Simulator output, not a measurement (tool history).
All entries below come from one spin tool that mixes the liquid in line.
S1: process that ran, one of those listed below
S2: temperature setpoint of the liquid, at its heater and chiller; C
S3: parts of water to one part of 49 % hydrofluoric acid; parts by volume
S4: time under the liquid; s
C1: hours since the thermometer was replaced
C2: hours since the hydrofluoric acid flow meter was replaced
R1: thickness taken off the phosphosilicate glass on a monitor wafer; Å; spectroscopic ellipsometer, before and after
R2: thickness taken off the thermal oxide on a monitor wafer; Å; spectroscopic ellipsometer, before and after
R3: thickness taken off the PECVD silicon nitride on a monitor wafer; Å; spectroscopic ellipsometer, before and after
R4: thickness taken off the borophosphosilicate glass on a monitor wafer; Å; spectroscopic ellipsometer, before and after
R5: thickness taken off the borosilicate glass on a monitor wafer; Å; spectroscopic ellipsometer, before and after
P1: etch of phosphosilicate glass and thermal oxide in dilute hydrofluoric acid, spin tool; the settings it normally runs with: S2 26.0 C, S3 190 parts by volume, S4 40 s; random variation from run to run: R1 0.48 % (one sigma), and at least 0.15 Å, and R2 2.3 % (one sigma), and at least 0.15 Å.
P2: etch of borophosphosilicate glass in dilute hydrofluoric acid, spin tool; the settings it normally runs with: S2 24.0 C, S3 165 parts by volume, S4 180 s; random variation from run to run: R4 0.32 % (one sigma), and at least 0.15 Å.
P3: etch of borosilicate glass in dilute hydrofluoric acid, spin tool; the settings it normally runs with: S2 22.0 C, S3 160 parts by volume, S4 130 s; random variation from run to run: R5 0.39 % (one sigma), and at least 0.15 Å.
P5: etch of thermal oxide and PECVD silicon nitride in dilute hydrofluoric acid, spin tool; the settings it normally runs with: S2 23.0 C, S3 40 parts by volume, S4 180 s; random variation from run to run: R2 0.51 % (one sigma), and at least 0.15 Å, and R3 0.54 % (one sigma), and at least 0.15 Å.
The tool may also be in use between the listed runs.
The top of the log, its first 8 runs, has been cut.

run 9 hour=98.1 | S1=P5 S2=23.0 S3=40 S4=65 | C1=292.0 C2=1242.4 | R2=76.7470 R3=27.478
run 10 hour=112.3 | S1=P1 S2=26.0 S3=190 S4=40 | C1=306.2 C2=1256.6 | R1=118.640 R2=10.5490
run 11 hour=125.0 | S1=P3 S2=17.0 S3=160 S4=130 | C1=318.9 C2=1269.3 | R5=261.47
run 12 hour=135.2 | S1=P3 S2=22.0 S3=230 S4=130 | C1=329.1 C2=1279.5 | R5=205.64
run 13 hour=146.0 | S1=P3 S2=22.0 S3=160 S4=130 | C1=339.9 C2=1290.3 | R5=317.67
run 14 hour=154.3 | S1=P1 S2=26.0 S3=75 S4=40 | C1=348.2 C2=1298.6 | R1=344.200 R2=30.7860
run 15 hour=162.7 | S1=P1 S2=21.5 S3=190 S4=40 | C1=356.6 C2=1307.0 | R1=99.141 R2=8.7627
run 16 hour=175.9 | S1=P1 S2=32.0 S3=190 S4=15 | C1=369.8 C2=1320.2 | R1=55.036 R2=4.7876
run 17 hour=189.9 | S1=P1 S2=20.0 S3=190 S4=70 | C1=383.8 C2=1334.2 | R1=165.120 R2=14.0990
run 18 hour=203.9 | S1=P1 S2=26.0 S3=190 S4=40 | C1=397.8 C2=1348.2 | R1=117.950 R2=10.7550
run 19 hour=214.0 | S1=P5 S2=23.0 S3=20 S4=180 | C1=407.9 C2=1358.3 | R2=436.0400 R3=146.450
run 20 hour=221.2 | S1=P1 S2=26.0 S3=190 S4=40 | C1=415.1 C2=1365.5 | R1=118.110 R2=10.3710
run 21 hour=228.2 | S1=P2 S2=24.0 S3=165 S4=180 | C1=422.1 C2=1372.5 | R4=321.11

What will run 22 give?
run 22 hour=238.8 | S1=P5 S2=23.0 S3=40 S4=180 | C1=432.7 C2=1383.1 | R2=? R3=?

R2: 212.7800 Å
R3: 75.714 Å

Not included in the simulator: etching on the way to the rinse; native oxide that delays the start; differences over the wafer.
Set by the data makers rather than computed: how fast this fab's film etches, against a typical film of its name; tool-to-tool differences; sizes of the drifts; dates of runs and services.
